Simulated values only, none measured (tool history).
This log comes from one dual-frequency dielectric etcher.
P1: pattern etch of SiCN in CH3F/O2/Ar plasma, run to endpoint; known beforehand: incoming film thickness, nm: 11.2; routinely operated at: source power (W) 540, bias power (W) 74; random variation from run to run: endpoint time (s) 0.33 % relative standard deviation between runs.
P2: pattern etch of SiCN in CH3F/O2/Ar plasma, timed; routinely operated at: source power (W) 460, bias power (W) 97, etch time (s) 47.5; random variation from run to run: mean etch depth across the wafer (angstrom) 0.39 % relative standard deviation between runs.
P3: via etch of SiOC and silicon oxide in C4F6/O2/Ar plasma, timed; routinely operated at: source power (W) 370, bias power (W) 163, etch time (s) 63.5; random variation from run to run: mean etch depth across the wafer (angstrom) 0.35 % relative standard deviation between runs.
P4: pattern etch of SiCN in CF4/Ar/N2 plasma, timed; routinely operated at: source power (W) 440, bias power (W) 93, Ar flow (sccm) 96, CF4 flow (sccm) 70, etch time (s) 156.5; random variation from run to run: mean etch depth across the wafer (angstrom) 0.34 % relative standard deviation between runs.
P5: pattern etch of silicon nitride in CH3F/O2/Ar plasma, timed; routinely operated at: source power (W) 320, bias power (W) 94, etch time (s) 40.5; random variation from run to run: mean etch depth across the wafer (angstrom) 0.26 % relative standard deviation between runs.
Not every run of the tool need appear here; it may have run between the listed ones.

run,day,process that ran,source power (W),bias power (W),Ar flow (sccm),CF4 flow (sccm),etch time (s),endpoint time (s),mean etch depth across the wafer (angstrom)
1,0.279,P1,540,74,,,,26.073,
2,0.462,P1,540,74,,,,26.205,
3,0.692,P4,440,93,96,90,156.5,,1445.70
4,0.912,P3,240,163,,,63.5,,590.30
5,1.092,P5,320,94,,,40.5,,279.67
6,1.383,P4,440,118,96,70,156.5,,1518.70
7,1.650,P5,200,94,,,40.5,,235.82
8,1.862,P5,320,94,,,40.5,,279.48
9,2.029,P1,730,74,,,,23.282,
10,2.229,P3,370,163,,,63.5,,699.03
11,2.404,P4,440,93,96,70,217.0,,1925.90
12,2.646,P1,540,74,,,,26.055,
13,2.908,P4,570,93,96,70,156.5,,1738.40
14,3.300,P1,540,103,,,,23.170,
15,3.533,P1,540,54,,,,28.983,
16,3.762,P1,540,74,,,,26.122,
17,4.000,P4,440,93,96,70,156.5,,1387.70
18,4.371,P1,400,93,,,,27.009,
19,4.667,P1,540,74,,,,26.178,
20,4.996,P3,370,206,,,63.5,,750.17
21,5.233,P1,750,49,,,,26.412,
22,5.450,P5,320,94,,,23.5,,162.61
23,5.683,P2,460,58,,,47.5,,169.71
24,5.929,P2,460,97,,,47.5,,204.33
25,6.246,P4,440,93,96,70,156.5,,1385.00
26,6.600,P2,460,97,,,65.5,,280.54
27,6.883,P4,440,93,70,70,156.5,,1451.60
28,7.175,P2,460,97,,,47.5,,202.00

Run 29 is up next; what results do you expect?
29,7.521,P1,420,74,,,,?,

{"run 29": {"endpoint time (s)": 28.632}}
